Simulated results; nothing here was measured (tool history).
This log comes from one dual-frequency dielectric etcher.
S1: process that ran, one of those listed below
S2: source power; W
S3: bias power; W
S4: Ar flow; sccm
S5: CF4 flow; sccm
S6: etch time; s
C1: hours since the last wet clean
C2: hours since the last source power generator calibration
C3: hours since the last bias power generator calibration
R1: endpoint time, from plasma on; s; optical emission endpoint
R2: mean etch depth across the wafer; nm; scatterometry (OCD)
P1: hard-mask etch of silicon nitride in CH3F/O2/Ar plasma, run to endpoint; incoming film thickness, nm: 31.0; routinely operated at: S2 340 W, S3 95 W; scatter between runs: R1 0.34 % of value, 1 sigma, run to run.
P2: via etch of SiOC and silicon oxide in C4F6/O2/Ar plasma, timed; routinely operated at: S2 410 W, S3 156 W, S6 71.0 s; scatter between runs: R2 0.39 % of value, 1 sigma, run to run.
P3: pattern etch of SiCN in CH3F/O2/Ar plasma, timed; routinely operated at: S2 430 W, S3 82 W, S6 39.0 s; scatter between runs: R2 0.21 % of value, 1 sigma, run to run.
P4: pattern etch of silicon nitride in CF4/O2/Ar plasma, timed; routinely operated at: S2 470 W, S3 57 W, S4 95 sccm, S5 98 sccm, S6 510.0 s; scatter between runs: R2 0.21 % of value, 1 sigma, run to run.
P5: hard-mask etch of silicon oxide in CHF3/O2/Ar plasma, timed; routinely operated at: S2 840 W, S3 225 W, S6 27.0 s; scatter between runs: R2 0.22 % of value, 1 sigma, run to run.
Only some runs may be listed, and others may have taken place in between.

{"run": 1, "hour": 7.5, "S1": "P1", "S2": 340, "S3": 95, "C1": 252.0, "C2": 1260.4, "C3": 575.5, "R1": 42.81}
{"run": 2, "hour": 12.7, "S1": "P4", "S2": 470, "S3": 57, "S4": 95, "S5": 98, "S6": 322.5, "C1": 257.2, "C2": 1265.6, "C3": 580.7, "R2": 602.63}
{"run": 3, "hour": 23.1, "S1": "P4", "S2": 470, "S3": 57, "S4": 95, "S5": 73, "S6": 510.0, "C1": 267.6, "C2": 1276.0, "C3": 591.1, "R2": 926.18}
{"run": 4, "hour": 28.3, "S1": "P1", "S2": 240, "S3": 95, "C1": 272.8, "C2": 1281.2, "C3": 596.3, "R1": 48.958}
{"run": 5, "hour": 36.1, "S1": "P3", "S2": 430, "S3": 52, "S6": 39.0, "C1": 280.6, "C2": 1289.0, "C3": 604.1, "R2": 13.678}
{"run": 6, "hour": 41.3, "S1": "P5", "S2": 1140, "S3": 225, "S6": 27.0, "C1": 285.8, "C2": 1294.2, "C3": 609.3, "R2": 73.587}
{"run": 7, "hour": 46.2, "S1": "P3", "S2": 250, "S3": 82, "S6": 39.0, "C1": 290.7, "C2": 1299.1, "C3": 614.2, "R2": 13.063}
{"run": 8, "hour": 54.8, "S1": "P5", "S2": 840, "S3": 225, "S6": 18.0, "C1": 299.3, "C2": 1307.7, "C3": 622.8, "R2": 43.918}
{"run": 9, "hour": 61.5, "S1": "P4", "S2": 470, "S3": 57, "S4": 95, "S5": 98, "S6": 510.0, "C1": 306.0, "C2": 1314.4, "C3": 629.5, "R2": 955.71}
{"run": 10, "hour": 68.3, "S1": "P1", "S2": 340, "S3": 95, "C1": 312.8, "C2": 1321.2, "C3": 636.3, "R1": 42.574}
{"run": 11, "hour": 73.4, "S1": "P5", "S2": 840, "S3": 304, "S6": 27.0, "C1": 317.9, "C2": 1326.3, "C3": 641.4, "R2": 73.086}
{"run": 12, "hour": 81.1, "S1": "P4", "S2": 590, "S3": 57, "S4": 95, "S5": 98, "S6": 510.0, "C1": 325.6, "C2": 1334.0, "C3": 649.1, "R2": 1163.4}
{"run": 13, "hour": 86.6, "S1": "P1", "S2": 340, "S3": 95, "C1": 331.1, "C2": 1339.5, "C3": 654.6, "R1": 42.936}
{"run": 14, "hour": 97.1, "S1": "P1", "S2": 340, "S3": 95, "C1": 341.6, "C2": 1350.0, "C3": 665.1, "R1": 43.114}
{"run": 15, "hour": 104.5, "S1": "P3", "S2": 430, "S3": 82, "S6": 39.0, "C1": 349.0, "C2": 1357.4, "C3": 672.5, "R2": 15.99}
{"run": 16, "hour": 114.2, "S1": "P1", "S2": 340, "S3": 117, "C1": 358.7, "C2": 1367.1, "C3": 682.2, "R1": 39.864}
{"run": 17, "hour": 121.3, "S1": "P2", "S2": 410, "S3": 156, "S6": 43.0, "C1": 365.8, "C2": 1374.2, "C3": 689.3, "R2": 46.032}
{"run": 18, "hour": 130.4, "S1": "P4", "S2": 470, "S3": 80, "S4": 95, "S5": 98, "S6": 510.0, "C1": 374.9, "C2": 1383.3, "C3": 698.4, "R2": 1092.7}
{"run": 19, "hour": 137.8, "S1": "P4", "S2": 470, "S3": 57, "S4": 73, "S5": 98, "S6": 510.0, "C1": 382.3, "C2": 1390.7, "C3": 705.8, "R2": 982.1}
{"run": 20, "hour": 145.1, "S1": "P2", "S2": 410, "S3": 116, "S6": 71.0, "C1": 389.6, "C2": 1398.0, "C3": 713.1, "R2": 69.284}
{"run": 21, "hour": 151.0, "S1": "P1", "S2": 220, "S3": 133, "C1": 395.5, "C2": 1403.9, "C3": 719.0, "R1": 44.407}
{"run": 22, "hour": 156.0, "S1": "P1", "S2": 340, "S3": 95, "C1": 400.5, "C2": 1408.9, "C3": 724.0, "R1": 42.946}
{"run": 23, "hour": 161.0, "S1": "P3", "S2": 430, "S3": 82, "S6": 39.0, "C1": 405.5, "C2": 1413.9, "C3": 729.0, "R2": 16.019}
{"run": 24, "hour": 169.3, "S1": "P2", "S2": 580, "S3": 156, "S6": 71.0, "C1": 413.8, "C2": 1422.2, "C3": 737.3, "R2": 87.329}
{"run": 25, "hour": 178.9, "S1": "P3", "S2": 430, "S3": 82, "S6": 51.0, "C1": 423.4, "C2": 1431.8, "C3": 746.9, "R2": 20.93}
{"run": 26, "hour": 185.7, "S1": "P4", "S2": 470, "S3": 57, "S4": 95, "S5": 98, "S6": 510.0, "C1": 430.2, "C2": 1438.6, "C3": 753.7, "R2": 950.89}
{"run": 27, "hour": 195.7, "S1": "P1", "S2": 430, "S3": 95, "C1": 440.2, "C2": 1448.6, "C3": 763.7, "R1": 39.458}
{"run": 28, "hour": 202.7, "S1": "P1", "S2": 340, "S3": 74, "C1": 447.2, "C2": 1455.6, "C3": 770.7, "R1": 47.135}
{"run": 29, "hour": 210.0, "S1": "P1", "S2": 440, "S3": 122, "C1": 454.5, "C2": 1462.9, "C3": 778.0, "R1": 35.508}
{"run": 30, "hour": 215.5, "S1": "P2", "S2": 410, "S3": 156, "S6": 71.0, "C1": 460.0, "C2": 1468.4, "C3": 783.5, "R2": 76.123}
{"run": 31, "hour": 222.6, "S1": "P5", "S2": 840, "S3": 225, "S6": 27.0, "C1": 467.1, "C2": 1475.5, "C3": 790.6, "R2": 65.87}
{"run": 32, "hour": 231.6, "S1": "P1", "S2": 340, "S3": 95, "C1": 476.1, "C2": 1484.5, "C3": 799.6, "R1": 43.045}
{"run": 33, "hour": 240.4, "S1": "P1", "S2": 340, "S3": 95, "C1": 484.9, "C2": 1493.3, "C3": 808.4, "R1": 42.636}
{"run": 34, "hour": 246.8, "S1": "P1", "S2": 340, "S3": 95, "C1": 491.3, "C2": 1499.7, "C3": 814.8, "R1": 42.552}
{"run": 35, "hour": 255.5, "S1": "P1", "S2": 340, "S3": 95, "C1": 500.0, "C2": 1508.4, "C3": 823.5, "R1": 42.326}
{"run": 36, "hour": 261.7, "S1": "P1", "S2": 340, "S3": 95, "C1": 506.2, "C2": 1514.6, "C3": 829.7, "R1": 42.255}

Expected results for the next run?
{"hour": 265.9, "done": "wet clean of the chamber"}
{"run": 37, "hour": 270.5, "S1": "P1", "S2": 340, "S3": 95, "C1": 4.7, "C2": 1523.4, "C3": 838.5, "R1": "?"}

{"run 37": {"R1": 42.287}}
